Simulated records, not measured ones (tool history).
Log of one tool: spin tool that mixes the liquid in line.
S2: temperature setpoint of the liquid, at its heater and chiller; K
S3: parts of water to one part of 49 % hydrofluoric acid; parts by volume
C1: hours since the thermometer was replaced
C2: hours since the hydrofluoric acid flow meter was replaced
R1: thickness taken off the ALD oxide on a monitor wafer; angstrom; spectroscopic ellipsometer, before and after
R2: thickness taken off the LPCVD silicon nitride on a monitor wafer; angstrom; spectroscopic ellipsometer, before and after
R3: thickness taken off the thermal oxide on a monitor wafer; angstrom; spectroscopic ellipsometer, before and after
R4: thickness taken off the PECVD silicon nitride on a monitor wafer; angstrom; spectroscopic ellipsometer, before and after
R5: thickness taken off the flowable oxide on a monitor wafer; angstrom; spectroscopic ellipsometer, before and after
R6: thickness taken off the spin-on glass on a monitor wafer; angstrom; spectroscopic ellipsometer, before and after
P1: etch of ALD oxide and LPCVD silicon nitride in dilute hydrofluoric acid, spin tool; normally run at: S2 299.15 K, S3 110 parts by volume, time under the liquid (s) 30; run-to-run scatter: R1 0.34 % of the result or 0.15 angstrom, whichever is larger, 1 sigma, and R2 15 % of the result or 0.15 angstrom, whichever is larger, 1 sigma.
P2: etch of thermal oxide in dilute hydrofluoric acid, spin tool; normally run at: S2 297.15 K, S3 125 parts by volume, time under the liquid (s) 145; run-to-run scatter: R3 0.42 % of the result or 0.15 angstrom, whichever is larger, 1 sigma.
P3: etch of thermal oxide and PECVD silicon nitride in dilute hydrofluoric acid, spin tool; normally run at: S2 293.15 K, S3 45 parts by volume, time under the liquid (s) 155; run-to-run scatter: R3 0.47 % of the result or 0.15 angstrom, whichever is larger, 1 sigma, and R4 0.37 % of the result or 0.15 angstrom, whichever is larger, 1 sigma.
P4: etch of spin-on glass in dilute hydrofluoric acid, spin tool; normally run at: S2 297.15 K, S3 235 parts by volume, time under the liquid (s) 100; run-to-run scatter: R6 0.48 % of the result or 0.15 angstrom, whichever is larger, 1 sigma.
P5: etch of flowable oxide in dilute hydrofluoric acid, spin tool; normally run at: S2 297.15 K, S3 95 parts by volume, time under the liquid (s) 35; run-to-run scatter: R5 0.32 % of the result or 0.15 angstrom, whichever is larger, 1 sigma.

run 1 hour=6.5 | process_that_ran=P1 S2=299.15 S3=110 time_under_the_liquid_(s)=30 | C1=423.7 C2=288.2 | R1=67.155 R2=1.9083
run 2 hour=14.3 | process_that_ran=P3 S2=293.15 S3=45 time_under_the_liquid_(s)=155 | C1=431.5 C2=296 | R3=148.65 R4=142.78
run 3 hour=24.3 | process_that_ran=P1 S2=299.15 S3=110 time_under_the_liquid_(s)=30 | C1=441.5 C2=306 | R1=67.32 R2=1.9662
run 4 hour=30.9 | process_that_ran=P5 S2=297.15 S3=95 time_under_the_liquid_(s)=15 | C1=448.1 C2=312.6 | R5=64.287
run 5 hour=39.5 | process_that_ran=P3 S2=293.15 S3=30 time_under_the_liquid_(s)=155 | C1=456.7 C2=321.2 | R3=225.02 R4=211.13
run 6 hour=48.5 | process_that_ran=P1 S2=299.15 S3=110 time_under_the_liquid_(s)=30 | C1=465.7 C2=330.2 | R1=66.996 R2=1.7281
run 7 hour=57 | process_that_ran=P4 S2=297.15 S3=235 time_under_the_liquid_(s)=100 | C1=474.2 C2=338.7 | R6=107.26
run 8 hour=65.5 | process_that_ran=P1 S2=299.15 S3=110 time_under_the_liquid_(s)=30 | C1=482.7 C2=347.2 | R1=67.624 R2=1.3962
run 9 hour=73.1 | process_that_ran=P1 S2=305.65 S3=110 time_under_the_liquid_(s)=30 | C1=490.3 C2=354.8 | R1=85.701 R2=2.2693
run 10 hour=79.2 | process_that_ran=P3 S2=300.65 S3=45 time_under_the_liquid_(s)=155 | C1=496.4 C2=360.9 | R3=201.21 R4=236.31
run 11 hour=90 | process_that_ran=P4 S2=304.15 S3=235 time_under_the_liquid_(s)=100 | C1=507.2 C2=371.7 | R6=136.62
run 12 hour=97.2 | process_that_ran=P1 S2=299.15 S3=110 time_under_the_liquid_(s)=15 | C1=514.4 C2=378.9 | R1=33.551 R2=1.025
run 13 hour=102.8 | process_that_ran=P2 S2=290.15 S3=125 time_under_the_liquid_(s)=145 | C1=520 C2=384.5 | R3=40.633
run 14 hour=112 | process_that_ran=P3 S2=293.15 S3=45 time_under_the_liquid_(s)=155 | C1=529.2 C2=393.7 | R3=148.62 R4=142.32
run 15 hour=123.3 | process_that_ran=P5 S2=297.15 S3=30 time_under_the_liquid_(s)=35 | C1=540.5 C2=405 | R5=519.83
run 16 hour=134.8 | process_that_ran=P2 S2=297.15 S3=125 time_under_the_liquid_(s)=145 | C1=552 C2=416.5 | R3=53.932
run 17 hour=142.8 | process_that_ran=P1 S2=292.65 S3=110 time_under_the_liquid_(s)=30 | C1=560 C2=424.5 | R1=51.88 R2=1.0092
run 18 hour=150.2 | process_that_ran=P1 S2=299.15 S3=40 time_under_the_liquid_(s)=50 | C1=567.4 C2=431.9 | R1=338.84 R2=8.5382
run 19 hour=156.8 | process_that_ran=P2 S2=297.15 S3=125 time_under_the_liquid_(s)=145 | C1=574 C2=438.5 | R3=53.896
run 20 hour=167 | process_that_ran=P4 S2=297.15 S3=235 time_under_the_liquid_(s)=30 | C1=584.2 C2=448.7 | R6=31.846
run 21 hour=177.3 | process_that_ran=P5 S2=297.15 S3=95 time_under_the_liquid_(s)=35 | C1=594.5 C2=459 | R5=151.1
run 22 hour=183.4 | process_that_ran=P4 S2=297.15 S3=235 time_under_the_liquid_(s)=100 | C1=600.6 C2=465.1 | R6=106.1
run 23 hour=194 | process_that_ran=P1 S2=291.15 S3=110 time_under_the_liquid_(s)=15 | C1=611.2 C2=475.7 | R1=24.41 R2=0.55098
run 24 hour=204.7 | process_that_ran=P5 S2=297.15 S3=95 time_under_the_liquid_(s)=35 | C1=621.9 C2=486.4 | R5=149.84
run 25 hour=211.8 | process_that_ran=P1 S2=299.15 S3=110 time_under_the_liquid_(s)=30 | C1=629 C2=493.5 | R1=67.764 R2=1.7025
run 26 hour=220.1 | process_that_ran=P1 S2=299.15 S3=110 time_under_the_liquid_(s)=60 | C1=637.3 C2=501.8 | R1=134.72 R2=2.653
run 27 hour=226.7 | process_that_ran=P2 S2=297.15 S3=170 time_under_the_liquid_(s)=145 | C1=643.9 C2=508.4 | R3=37.266
run 28 hour=232.5 | process_that_ran=P5 S2=302.65 S3=95 time_under_the_liquid_(s)=35 | C1=649.7 C2=514.2 | R5=186.83
run 29 hour=243.4 | process_that_ran=P1 S2=299.15 S3=170 time_under_the_liquid_(s)=30 | C1=660.6 C2=525.1 | R1=40.628 R2=1.1614
run 30 hour=252.2 | process_that_ran=P1 S2=299.15 S3=110 time_under_the_liquid_(s)=30 | C1=669.4 C2=533.9 | R1=67.448 R2=1.6101
run 31 hour=259.8 | process_that_ran=P4 S2=297.15 S3=135 time_under_the_liquid_(s)=100 | C1=677 C2=541.5 | R6=207.02
run 32 hour=269.8 | process_that_ran=P2 S2=297.15 S3=125 time_under_the_liquid_(s)=245 | C1=687 C2=551.5 | R3=90.326
run 33 hour=281.4 | process_that_ran=P1 S2=299.15 S3=110 time_under_the_liquid_(s)=30 | C1=698.6 C2=563.1 | R1=67.566 R2=1.7394
run 34 hour=287.5 | process_that_ran=P1 S2=299.15 S3=45 time_under_the_liquid_(s)=30 | C1=704.7 C2=569.2 | R1=180.7 R2=4.3977
run 35 hour=293.4 | process_that_ran=P3 S2=293.15 S3=45 time_under_the_liquid_(s)=55 | C1=710.6 C2=575.1 | R3=52.701 R4=51.11
run 36 hour=301.8 | process_that_ran=P1 S2=299.15 S3=110 time_under_the_liquid_(s)=30 | C1=719 C2=583.5 | R1=67.312 R2=1.5172
run 37 hour=310.4 | process_that_ran=P1 S2=299.15 S3=110 time_under_the_liquid_(s)=30 | C1=727.6 C2=592.1 | R1=69.464 R2=1.6702
run 38 hour=317.7 | process_that_ran=P1 S2=299.15 S3=110 time_under_the_liquid_(s)=30 | C1=734.9 C2=599.4 | R1=70.846 R2=2.1173
run 39 hour=328.2 | process_that_ran=P1 S2=299.15 S3=110 time_under_the_liquid_(s)=30 | C1=745.4 C2=609.9 | R1=71.495 R2=1.7095
run 40 hour=336.3 | process_that_ran=P1 S2=299.15 S3=110 time_under_the_liquid_(s)=30 | C1=753.5 C2=618 | R1=71.708 R2=2.059
run 41 hour=343.3 | process_that_ran=P1 S2=299.15 S3=110 time_under_the_liquid_(s)=30 | C1=760.5 C2=625 | R1=72.099 R2=1.231
run 42 hour=352 | process_that_ran=P1 S2=299.15 S3=110 time_under_the_liquid_(s)=30 | C1=769.2 C2=633.7 | R1=71.842 R2=1.7121
run 43 hour=361.4 | process_that_ran=P1 S2=299.15 S3=110 time_under_the_liquid_(s)=30 | C1=778.6 C2=643.1 | R1=72.301 R2=2.0334
run 44 hour=369.2 | process_that_ran=P1 S2=299.15 S3=110 time_under_the_liquid_(s)=30 | C1=786.4 C2=650.9 | R1=72.73 R2=1.4515

What P1 gives has crept away from where it was. These 2 causes fit the log equally well, each at the size given:
A: hydrofluoric acid flow above the setpoint (%) = 6.8
B: liquid hotter than its thermometer reads (K) = 1.96
The creep began at about hour 301.8.

4 check runs are offered, one wafer each, their results left as question marks. Which one tells the causes apart?
run check 1 hour=377 | process_that_ran=P5 S2=297.15 S3=95 time_under_the_liquid_(s)=35 | R5=?
run check 2 hour=377 | process_that_ran=P4 S2=297.15 S3=235 time_under_the_liquid_(s)=100 | R6=?
run check 3 hour=377 | process_that_ran=P2 S2=297.15 S3=125 time_under_the_liquid_(s)=145 | R3=?
run check 4 hour=377 | process_that_ran=P3 S2=293.15 S3=45 time_under_the_liquid_(s)=155 | R3=? R4=?

What each check would give under each cause:
check=check_1 result=R5 if_A=162.14 if_B=162.77
check=check_2 result=R6 if_A=116.05 if_B=114.73
check=check_3 result=R3 if_A=57.748 if_B=57.764
check=check_4 result=R3 if_A=158.96 if_B=161.13
check=check_4 result=R4 if_A=151.69 if_B=162.94
How far apart the two closest causes lie, in the result that separates them most: check 1 0.39 %; check 2 1.14 %; check 3 0.03 %; check 4 7.15 %
Check 4 tells the causes apart: in the others they would give nearly the same result.

Check 4 was then run and gave: R3 158.56 angstrom; R4 151.99 angstrom. Which cause is it?

It is A: hydrofluoric acid flow above the setpoint (%).
